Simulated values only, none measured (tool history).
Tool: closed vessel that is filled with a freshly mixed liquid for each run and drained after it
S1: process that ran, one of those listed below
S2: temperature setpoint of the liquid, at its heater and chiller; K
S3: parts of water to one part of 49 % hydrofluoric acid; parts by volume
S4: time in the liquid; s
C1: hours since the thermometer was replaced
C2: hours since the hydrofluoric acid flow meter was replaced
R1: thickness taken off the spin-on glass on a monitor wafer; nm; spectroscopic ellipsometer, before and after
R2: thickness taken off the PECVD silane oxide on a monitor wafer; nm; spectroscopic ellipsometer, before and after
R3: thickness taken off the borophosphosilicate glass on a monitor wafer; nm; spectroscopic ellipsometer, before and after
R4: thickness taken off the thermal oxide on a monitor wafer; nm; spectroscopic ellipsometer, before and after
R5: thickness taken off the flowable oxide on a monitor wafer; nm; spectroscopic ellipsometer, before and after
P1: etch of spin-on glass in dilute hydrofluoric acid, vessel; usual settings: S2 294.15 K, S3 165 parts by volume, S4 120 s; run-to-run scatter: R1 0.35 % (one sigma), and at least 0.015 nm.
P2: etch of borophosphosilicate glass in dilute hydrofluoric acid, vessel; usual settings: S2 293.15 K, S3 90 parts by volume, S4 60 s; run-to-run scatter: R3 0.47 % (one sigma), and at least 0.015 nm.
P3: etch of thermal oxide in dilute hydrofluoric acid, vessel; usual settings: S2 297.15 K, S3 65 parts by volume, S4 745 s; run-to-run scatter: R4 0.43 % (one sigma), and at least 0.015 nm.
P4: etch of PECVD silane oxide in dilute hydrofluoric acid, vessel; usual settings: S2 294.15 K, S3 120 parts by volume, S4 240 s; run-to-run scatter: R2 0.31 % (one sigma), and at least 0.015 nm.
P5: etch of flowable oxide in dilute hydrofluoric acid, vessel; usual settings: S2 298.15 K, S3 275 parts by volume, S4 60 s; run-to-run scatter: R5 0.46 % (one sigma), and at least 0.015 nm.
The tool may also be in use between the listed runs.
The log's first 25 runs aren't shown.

Run 26, hour 103.4: S1 P1, S2 290.15 K, S3 165 parts by volume, S4 120 s; C1 59.9; C2 34.4. Result: R1 21.4940 nm.
Run 27, hour 106.0: S1 P5, S2 293.15 K, S3 275 parts by volume, S4 60 s; C1 62.5; C2 37.0. Result: R5 7.6868 nm.
Run 28, hour 108.8: S1 P3, S2 297.15 K, S3 110 parts by volume, S4 745 s; C1 65.3; C2 39.8. Result: R4 32.970 nm.
Run 29, hour 114.1: S1 P2, S2 293.15 K, S3 145 parts by volume, S4 60 s; C1 70.6; C2 45.1. Result: R3 16.406 nm.
Run 30, hour 117.9: S1 P3, S2 297.15 K, S3 65 parts by volume, S4 745 s; C1 74.4; C2 48.9. Result: R4 59.309 nm.
Run 31, hour 121.6: S1 P5, S2 298.15 K, S3 275 parts by volume, S4 60 s; C1 78.1; C2 52.6. Result: R5 9.1789 nm.
Run 32, hour 125.2: S1 P1, S2 294.15 K, S3 165 parts by volume, S4 50 s; C1 81.7; C2 56.2. Result: R1 10.5310 nm.
Run 33, hour 128.4: S1 P1, S2 294.15 K, S3 165 parts by volume, S4 120 s; C1 84.9; C2 59.4. Result: R1 25.2390 nm.
Run 34, hour 133.5: S1 P1, S2 294.15 K, S3 165 parts by volume, S4 120 s; C1 90.0; C2 64.5. Result: R1 24.4930 nm.

Forecast run 35:
Run 35, hour 137.2: S1 P1, S2 294.15 K, S3 165 parts by volume, S4 120 s; C1 93.7; C2 68.2. Result: R1 ?.

{"run 35": {"R1": 24.147}}
